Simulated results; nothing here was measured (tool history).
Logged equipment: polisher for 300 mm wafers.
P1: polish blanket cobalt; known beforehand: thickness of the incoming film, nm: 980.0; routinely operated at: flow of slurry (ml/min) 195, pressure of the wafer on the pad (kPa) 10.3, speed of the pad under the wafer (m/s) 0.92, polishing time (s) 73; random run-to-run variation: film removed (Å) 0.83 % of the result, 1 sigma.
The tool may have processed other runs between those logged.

| run | hour | flow of slurry (ml/min) | pressure of the wafer on the pad (kPa) | speed of the pad under the wafer (m/s) | polishing time (s) | film removed (Å) |
|---|---|---|---|---|---|---|
| 1 | 3.4 | 195 | 10.3 | 0.92 | 73 | 2248.90 |
| 2 | 7.8 | 300 | 10.3 | 0.60 | 73 | 1526.10 |
| 3 | 11.1 | 195 | 5.5 | 0.50 | 73 | 646.12 |
| 4 | 14.1 | 195 | 14.5 | 0.92 | 73 | 3115.80 |
|  | 14.9 | head pressure recalibrated |
| 5 | 18.5 | 195 | 10.3 | 0.92 | 38 | 1168.40 |
| 6 | 22.6 | 195 | 4.8 | 0.92 | 73 | 1046.90 |
| 7 | 25.7 | 195 | 10.3 | 0.92 | 113 | 3423.10 |
| 8 | 30.4 | 195 | 10.3 | 0.42 | 73 | 1019.10 |
| 9 | 33.3 | 195 | 10.3 | 1.26 | 73 | 3054.30 |
| 10 | 38.0 | 270 | 13.1 | 0.92 | 73 | 2892.80 |
| 11 | 42.3 | 255 | 10.3 | 0.92 | 73 | 2312.80 |
| 12 | 44.7 | 195 | 10.3 | 0.92 | 73 | 2237.40 |
| 13 | 47.9 | 195 | 10.3 | 0.92 | 73 | 2248.70 |
| 14 | 53.1 | 195 | 10.3 | 0.92 | 73 | 2233.00 |
|  | 53.9 | worn pad replaced by a new one |
| 15 | 55.4 | 115 | 10.3 | 0.92 | 73 | 2042.80 |
| 16 | 57.8 | 195 | 10.3 | 0.92 | 73 | 2268.50 |
| 17 | 61.7 | 195 | 10.3 | 0.92 | 73 | 2243.20 |
| 18 | 64.0 | 195 | 10.3 | 0.92 | 73 | 2195.00 |
| 19 | 68.5 | 195 | 10.3 | 0.92 | 73 | 2211.60 |
| 20 | 71.7 | 195 | 10.3 | 0.92 | 73 | 2177.00 |
| 21 | 76.9 | 195 | 10.3 | 0.92 | 73 | 2133.00 |
|  | 79.9 | worn pad replaced by a new one |
| 22 | 82.1 | 195 | 10.3 | 0.92 | 73 | 2104.30 |
| 23 | 86.4 | 195 | 10.3 | 0.92 | 73 | 2070.10 |
| 24 | 91.5 | 195 | 10.3 | 0.92 | 73 | 2093.90 |
| 25 | 95.7 | 195 | 10.3 | 0.92 | 73 | 2092.50 |
| 26 | 100.0 | 195 | 10.3 | 0.92 | 73 | 2066.10 |
| 27 | 103.0 | 195 | 10.3 | 0.92 | 73 | 2075.20 |
| 28 | 108.4 | 195 | 10.3 | 0.92 | 73 | 2078.70 |

P1 has crept away from where it was. The log is fitted equally well by each of these 2 causes, at the sizes shown:
A: slurry flow missing at the pad, % = 36.2
B: head's pressure below its setpoint, % = 7.28
Onset of the creep was near hour 64.0.
Why every other cause is out:
removal rate lost through wear of the pad, %: serviced at hour 79.9, after the change had begun; the process did not return to its earlier output

The 4 check runs listed below each average the results of 2 wafers, and their outcomes are marked with question marks. Under which run would the listed causes produce clearly different results?
| check 1 | 113.8 | 195 | 10.3 | 1.16 | 73 | ? |
| check 2 | 113.8 | 115 | 10.3 | 0.92 | 73 | ? |
| check 3 | 113.8 | 195 | 5.5 | 0.48 | 73 | ? |
| check 4 | 113.8 | 195 | 10.3 | 1.26 | 73 | ? |

What each check would give under each cause:
| check | result | if A | if B |
|---|---|---|---|
| check 1 | film removed (Å) | 2610.10 | 2610.10 |
| check 2 | film removed (Å) | 1803.00 | 1887.60 |
| check 3 | film removed (Å) | 576.03 | 576.02 |
| check 4 | film removed (Å) | 2835.20 | 2835.10 |
Distance between the nearest two causes, measured in the result of the check that separates them most: check 1 0 %; check 2 4.59 %; check 3 0 %; check 4 0 %
Only in check 2 would the causes give clearly different results; in the remaining checks their results would be nearly the same.

Here is what check 2 returned: film removed (Å) 1805.40. Which cause is it?

A is the cause: slurry flow missing at the pad, %.

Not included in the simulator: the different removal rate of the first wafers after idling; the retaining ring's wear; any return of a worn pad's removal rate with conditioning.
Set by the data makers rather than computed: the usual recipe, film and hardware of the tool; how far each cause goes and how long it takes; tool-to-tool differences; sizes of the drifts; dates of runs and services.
